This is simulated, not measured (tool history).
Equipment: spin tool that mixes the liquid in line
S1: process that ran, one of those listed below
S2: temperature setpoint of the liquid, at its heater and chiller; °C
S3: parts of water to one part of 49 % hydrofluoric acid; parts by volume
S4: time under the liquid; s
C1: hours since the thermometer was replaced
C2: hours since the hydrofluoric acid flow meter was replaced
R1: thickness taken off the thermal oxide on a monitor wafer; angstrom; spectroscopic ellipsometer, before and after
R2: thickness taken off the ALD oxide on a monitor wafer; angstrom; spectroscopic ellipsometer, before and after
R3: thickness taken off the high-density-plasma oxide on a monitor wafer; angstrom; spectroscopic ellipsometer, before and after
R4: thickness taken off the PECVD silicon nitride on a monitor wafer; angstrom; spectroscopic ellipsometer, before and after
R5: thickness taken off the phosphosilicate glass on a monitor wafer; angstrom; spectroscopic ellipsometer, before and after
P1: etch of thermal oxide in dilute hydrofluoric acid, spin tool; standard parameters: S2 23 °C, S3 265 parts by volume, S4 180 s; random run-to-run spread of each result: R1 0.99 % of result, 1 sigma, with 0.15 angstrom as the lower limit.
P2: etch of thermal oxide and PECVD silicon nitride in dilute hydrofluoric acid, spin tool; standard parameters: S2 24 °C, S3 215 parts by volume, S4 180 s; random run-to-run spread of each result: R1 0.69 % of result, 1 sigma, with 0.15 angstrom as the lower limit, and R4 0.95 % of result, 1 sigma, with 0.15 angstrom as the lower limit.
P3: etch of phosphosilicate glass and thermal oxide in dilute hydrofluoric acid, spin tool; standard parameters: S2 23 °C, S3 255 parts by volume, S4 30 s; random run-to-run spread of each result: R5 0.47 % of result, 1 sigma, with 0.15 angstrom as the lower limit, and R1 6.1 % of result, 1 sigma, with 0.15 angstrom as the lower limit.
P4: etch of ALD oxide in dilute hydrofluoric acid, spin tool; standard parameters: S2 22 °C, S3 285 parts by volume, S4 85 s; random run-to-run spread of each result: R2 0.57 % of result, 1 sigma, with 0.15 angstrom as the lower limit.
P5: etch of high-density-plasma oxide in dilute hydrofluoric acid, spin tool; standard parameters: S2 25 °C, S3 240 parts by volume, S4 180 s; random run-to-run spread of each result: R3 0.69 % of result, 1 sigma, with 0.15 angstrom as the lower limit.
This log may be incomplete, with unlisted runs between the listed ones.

{"run": 1, "hour": 6.1, "S1": "P1", "S2": 23, "S3": 265, "S4": 180, "C1": 84.9, "C2": 344.7, "R1": 26.036}
{"run": 2, "hour": 13.2, "S1": "P4", "S2": 26.5, "S3": 285, "S4": 85, "C1": 92, "C2": 351.8, "R2": 47.35}
{"run": 3, "hour": 19.3, "S1": "P5", "S2": 25, "S3": 240, "S4": 330, "C1": 98.1, "C2": 357.9, "R3": 62.75}
{"run": 4, "hour": 23.2, "S1": "P1", "S2": 23, "S3": 265, "S4": 180, "C1": 102, "C2": 361.8, "R1": 26.32}
{"run": 5, "hour": 29.7, "S1": "P1", "S2": 23, "S3": 405, "S4": 180, "C1": 108.5, "C2": 368.3, "R1": 15.067}
{"run": 6, "hour": 34.3, "S1": "P2", "S2": 24, "S3": 350, "S4": 180, "C1": 113.1, "C2": 372.9, "R1": 18.022, "R4": 15.196}
{"run": 7, "hour": 40.9, "S1": "P1", "S2": 23, "S3": 420, "S4": 280, "C1": 119.7, "C2": 379.5, "R1": 21.953}
{"run": 8, "hour": 45.7, "S1": "P1", "S2": 23, "S3": 265, "S4": 180, "C1": 124.5, "C2": 384.3, "R1": 26.379}
{"run": 9, "hour": 50.7, "S1": "P5", "S2": 31, "S3": 240, "S4": 180, "C1": 129.5, "C2": 389.3, "R3": 41.958}
{"run": 10, "hour": 54.8, "S1": "P3", "S2": 23, "S3": 255, "S4": 30, "C1": 133.6, "C2": 393.4, "R1": 4.7108, "R5": 113.36}
{"run": 11, "hour": 61.1, "S1": "P3", "S2": 30.5, "S3": 255, "S4": 30, "C1": 139.9, "C2": 399.7, "R1": 5.2149, "R5": 146.9}
{"run": 12, "hour": 69.8, "S1": "P4", "S2": 22, "S3": 285, "S4": 25, "C1": 148.6, "C2": 408.4, "R2": 11.861}
{"run": 13, "hour": 77.6, "S1": "P3", "S2": 23, "S3": 410, "S4": 30, "C1": 156.4, "C2": 416.2, "R1": 2.3865, "R5": 61.35}
{"run": 14, "hour": 85.6, "S1": "P4", "S2": 22, "S3": 125, "S4": 85, "C1": 164.4, "C2": 424.2, "R2": 109.22}
{"run": 15, "hour": 93.8, "S1": "P5", "S2": 25, "S3": 240, "S4": 180, "C1": 172.6, "C2": 432.4, "R3": 34.315}
{"run": 16, "hour": 98.2, "S1": "P1", "S2": 19, "S3": 265, "S4": 180, "C1": 177, "C2": 436.8, "R1": 22.795}
{"run": 17, "hour": 103.2, "S1": "P1", "S2": 23, "S3": 440, "S4": 320, "C1": 182, "C2": 441.8, "R1": 24.427}
{"run": 18, "hour": 110.5, "S1": "P2", "S2": 24, "S3": 215, "S4": 180, "C1": 189.3, "C2": 449.1, "R1": 33.546, "R4": 24.633}
{"run": 19, "hour": 116.1, "S1": "P1", "S2": 23, "S3": 265, "S4": 60, "C1": 194.9, "C2": 454.7, "R1": 9.0804}
{"run": 20, "hour": 124.4, "S1": "P1", "S2": 23, "S3": 265, "S4": 180, "C1": 203.2, "C2": 463, "R1": 26.575}
{"run": 21, "hour": 133.0, "S1": "P4", "S2": 22, "S3": 285, "S4": 85, "C1": 211.8, "C2": 471.6, "R2": 41.236}
{"run": 22, "hour": 139.7, "S1": "P2", "S2": 30, "S3": 215, "S4": 180, "C1": 218.5, "C2": 478.3, "R1": 41.507, "R4": 35.317}
{"run": 23, "hour": 148.5, "S1": "P5", "S2": 25, "S3": 430, "S4": 180, "C1": 227.3, "C2": 487.1, "R3": 15.744}
{"run": 24, "hour": 153.1, "S1": "P2", "S2": 24, "S3": 215, "S4": 180, "C1": 231.9, "C2": 491.7, "R1": 33.217, "R4": 24.71}
{"run": 25, "hour": 160.7, "S1": "P1", "S2": 23, "S3": 265, "S4": 180, "C1": 239.5, "C2": 499.3, "R1": 25.752}
{"run": 26, "hour": 165.9, "S1": "P5", "S2": 25, "S3": 240, "S4": 180, "C1": 244.7, "C2": 504.5, "R3": 34.146}
{"run": 27, "hour": 173.7, "S1": "P1", "S2": 23, "S3": 95, "S4": 180, "C1": 252.5, "C2": 512.3, "R1": 89.364}
{"run": 28, "hour": 180.9, "S1": "P1", "S2": 23, "S3": 265, "S4": 350, "C1": 259.7, "C2": 519.5, "R1": 50.884}
{"run": 29, "hour": 189.6, "S1": "P2", "S2": 24, "S3": 215, "S4": 290, "C1": 268.4, "C2": 528.2, "R1": 53.398, "R4": 39.689}
{"run": 30, "hour": 194.6, "S1": "P1", "S2": 23, "S3": 265, "S4": 180, "C1": 273.4, "C2": 533.2, "R1": 26.74}
{"run": 31, "hour": 199.9, "S1": "P3", "S2": 23, "S3": 255, "S4": 30, "C1": 278.7, "C2": 538.5, "R1": 4.2017, "R5": 113.14}
{"run": 32, "hour": 205.9, "S1": "P4", "S2": 22, "S3": 285, "S4": 85, "C1": 284.7, "C2": 544.5, "R2": 40.415}
{"run": 33, "hour": 210.3, "S1": "P1", "S2": 27.5, "S3": 265, "S4": 180, "C1": 289.1, "C2": 548.9, "R1": 30.91}
{"run": 34, "hour": 214.6, "S1": "P3", "S2": 23, "S3": 255, "S4": 15, "C1": 293.4, "C2": 553.2, "R1": 2.2526, "R5": 56.357}
{"run": 35, "hour": 219.6, "S1": "P1", "S2": 23, "S3": 265, "S4": 180, "C1": 298.4, "C2": 558.2, "R1": 26.239}
{"run": 36, "hour": 226.8, "S1": "P1", "S2": 23, "S3": 265, "S4": 180, "C1": 305.6, "C2": 565.4, "R1": 25.487}
{"run": 37, "hour": 230.9, "S1": "P1", "S2": 23, "S3": 265, "S4": 180, "C1": 309.7, "C2": 569.5, "R1": 25.291}
{"run": 38, "hour": 238.9, "S1": "P1", "S2": 23, "S3": 265, "S4": 180, "C1": 317.7, "C2": 577.5, "R1": 24.76}
{"run": 39, "hour": 245.5, "S1": "P1", "S2": 23, "S3": 265, "S4": 180, "C1": 324.3, "C2": 584.1, "R1": 24.577}
{"run": 40, "hour": 253.8, "S1": "P1", "S2": 23, "S3": 265, "S4": 180, "C1": 332.6, "C2": 592.4, "R1": 24.123}
{"run": 41, "hour": 260.5, "S1": "P1", "S2": 23, "S3": 265, "S4": 180, "C1": 339.3, "C2": 599.1, "R1": 25.038}
{"run": 42, "hour": 264.6, "S1": "P1", "S2": 23, "S3": 265, "S4": 180, "C1": 343.4, "C2": 603.2, "R1": 24.513}
{"run": 43, "hour": 270.6, "S1": "P1", "S2": 23, "S3": 265, "S4": 180, "C1": 349.4, "C2": 609.2, "R1": 24.245}
{"run": 44, "hour": 274.8, "S1": "P1", "S2": 23, "S3": 265, "S4": 180, "C1": 353.6, "C2": 613.4, "R1": 24.374}

Compared with where it was, what P1 gives has crept away. Each cause listed below fits the log as well as the rest, at the size given for it:
A: liquid colder than its thermometer reads (K) = 1.85
B: hydrofluoric acid flow below the setpoint (%) = 5.16
Onset of the creep was near hour 219.6.

Of the 4 check runs below, each run on 2 wafers with the results averaged and each result still a question mark, which one would tell the listed causes apart?
{"run": "check 1", "hour": 279.0, "S1": "P5", "S2": 25, "S3": 240, "S4": 180, "R3": "?"}
{"run": "check 2", "hour": 279.0, "S1": "P3", "S2": 23, "S3": 255, "S4": 30, "R1": "?", "R5": "?"}
{"run": "check 3", "hour": 279.0, "S1": "P2", "S2": 24, "S3": 215, "S4": 180, "R1": "?", "R4": "?"}
{"run": "check 4", "hour": 279.0, "S1": "P4", "S2": 22, "S3": 285, "S4": 85, "R2": "?"}

If the cause were each of the candidates in turn, the checks would give the following:
check=check_1 result=R3 if_A=31.982 if_B=31.98
check=check_2 result=R1 if_A=4.1728 if_B=4.1766
check=check_2 result=R5 if_A=105.71 if_B=105.8
check=check_3 result=R1 if_A=31.12 if_B=31.218
check=check_3 result=R4 if_A=21.941 if_B=23.411
check=check_4 result=R2 if_A=38.152 if_B=38.139
How far apart the two closest causes lie, in the result that separates them most: check 1 0.01 %; check 2 0.09 %; check 3 6.49 %; check 4 0.03 %
The causes can be told apart only by check 3. The other checks would give nearly the same results under each of them.

Running check 3 produced the following: R1 31.276 angstrom; R4 21.924 angstrom. Which one of the listed causes fits?

The correct cause is A, namely: liquid colder than its thermometer reads (K).
